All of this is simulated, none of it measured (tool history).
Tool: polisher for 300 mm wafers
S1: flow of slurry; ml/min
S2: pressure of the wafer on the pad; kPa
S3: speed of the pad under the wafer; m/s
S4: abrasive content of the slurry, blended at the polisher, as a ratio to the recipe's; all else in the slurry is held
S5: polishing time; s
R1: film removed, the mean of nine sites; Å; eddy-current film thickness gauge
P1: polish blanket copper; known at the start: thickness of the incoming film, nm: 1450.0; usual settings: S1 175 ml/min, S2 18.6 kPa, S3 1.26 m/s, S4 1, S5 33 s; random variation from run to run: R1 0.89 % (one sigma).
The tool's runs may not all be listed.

run 1 hour=2.2 | S1=175 S2=18.6 S3=1.26 S4=1 S5=33 | R1=1099.6
run 2 hour=6.1 | S1=175 S2=18.6 S3=1.26 S4=1 S5=33 | R1=1111.3
run 3 hour=9.1 | S1=175 S2=18.6 S3=0.7 S4=1 S5=33 | R1=617.37
run 4 hour=11.1 | S1=175 S2=9 S3=1.26 S4=1 S5=33 | R1=535.85
run 5 hour=13.1 | S1=175 S2=18.6 S3=1.26 S4=1.4 S5=33 | R1=1193.3
run 6 hour=15.8 | S1=175 S2=18.6 S3=1.26 S4=1 S5=33 | R1=1095.5
run 7 hour=18.9 | S1=175 S2=18.6 S3=1.88 S4=1 S5=15 | R1=753.88
run 8 hour=21.3 | S1=175 S2=18.6 S3=1.26 S4=1 S5=15 | R1=505.46
run 9 hour=24.8 | S1=175 S2=18.6 S3=1.56 S4=0.6 S5=33 | R1=1244.3
run 10 hour=27.3 | S1=175 S2=25.5 S3=1.26 S4=1 S5=33 | R1=1497
-- hour=31.3 slurry nozzle cleaned
-- hour=31.4 slurry blender recalibrated
run 11 hour=31.5 | S1=175 S2=18.6 S3=1.26 S4=1 S5=51 | R1=1752.4
run 12 hour=35.6 | S1=105 S2=18.6 S3=1.26 S4=1 S5=33 | R1=1000.7
run 13 hour=39.1 | S1=175 S2=18.6 S3=1.26 S4=1 S5=33 | R1=1111.4
run 14 hour=43.2 | S1=175 S2=18.6 S3=1.26 S4=1 S5=33 | R1=1112.6
run 15 hour=46.1 | S1=225 S2=18.6 S3=1.26 S4=1 S5=33 | R1=1150
run 16 hour=48.5 | S1=175 S2=18.6 S3=1.26 S4=0.6 S5=33 | R1=996.62
run 17 hour=52.6 | S1=175 S2=18.6 S3=2 S4=1 S5=33 | R1=1761.9
run 18 hour=55.4 | S1=175 S2=18.6 S3=1.26 S4=1 S5=33 | R1=1097.6
run 19 hour=59.1 | S1=175 S2=18.6 S3=1.26 S4=1 S5=33 | R1=1070.3
run 20 hour=63.2 | S1=175 S2=18.6 S3=1.26 S4=1 S5=33 | R1=1041.9
-- hour=63.3 slurry blender recalibrated
-- hour=66.2 head pressure recalibrated
run 21 hour=66.7 | S1=175 S2=18.6 S3=1.26 S4=1 S5=33 | R1=1031.4
run 22 hour=70.6 | S1=175 S2=18.6 S3=1.26 S4=1 S5=33 | R1=1026.3
run 23 hour=73.6 | S1=175 S2=18.6 S3=1.26 S4=1 S5=33 | R1=1023.6
run 24 hour=75.8 | S1=175 S2=18.6 S3=1.26 S4=1 S5=33 | R1=1030.4

What P1 gives has crept away from where it was. These 2 causes fit the log equally well, each at the size given:
A: removal rate lost through wear of the pad, % = 7.88
B: slurry flow missing at the pad, % = 35.9
The creep began at about hour 55.4.
Why every other cause is out:
head's pressure below its setpoint, %: serviced at hour 66.2, which brought nothing back
abrasive missing from the slurry, %: serviced at hour 63.3, which brought nothing back

4 check runs are offered, each on 3 wafers whose results are averaged, their results left as question marks. Which one tells the causes apart?
run check 1 hour=78 | S1=110 S2=18.6 S3=1.26 S4=1 S5=33 | R1=?
run check 2 hour=78 | S1=175 S2=18.6 S3=1.54 S4=1 S5=33 | R1=?
run check 3 hour=78 | S1=175 S2=11 S3=1.26 S4=1 S5=15 | R1=?
run check 4 hour=78 | S1=175 S2=18.6 S3=1.9 S4=1 S5=33 | R1=?

What each check would give under each cause:
check=check_1 result=R1 if_A=937.63 if_B=898.78
check=check_2 result=R1 if_A=1249.7 if_B=1249.6
check=check_3 result=R1 if_A=275.42 if_B=275.38
check=check_4 result=R1 if_A=1541.9 if_B=1541.7
How far apart the two closest causes lie, in the result that separates them most: check 1 4.23 %; check 2 0.01 %; check 3 0.01 %; check 4 0.01 %
Only check 1 tells the causes apart: in the others they would give nearly the same result.

Check 1 was then run and gave: R1 947.64 Å. Which cause is it?

It is A: removal rate lost through wear of the pad, %.
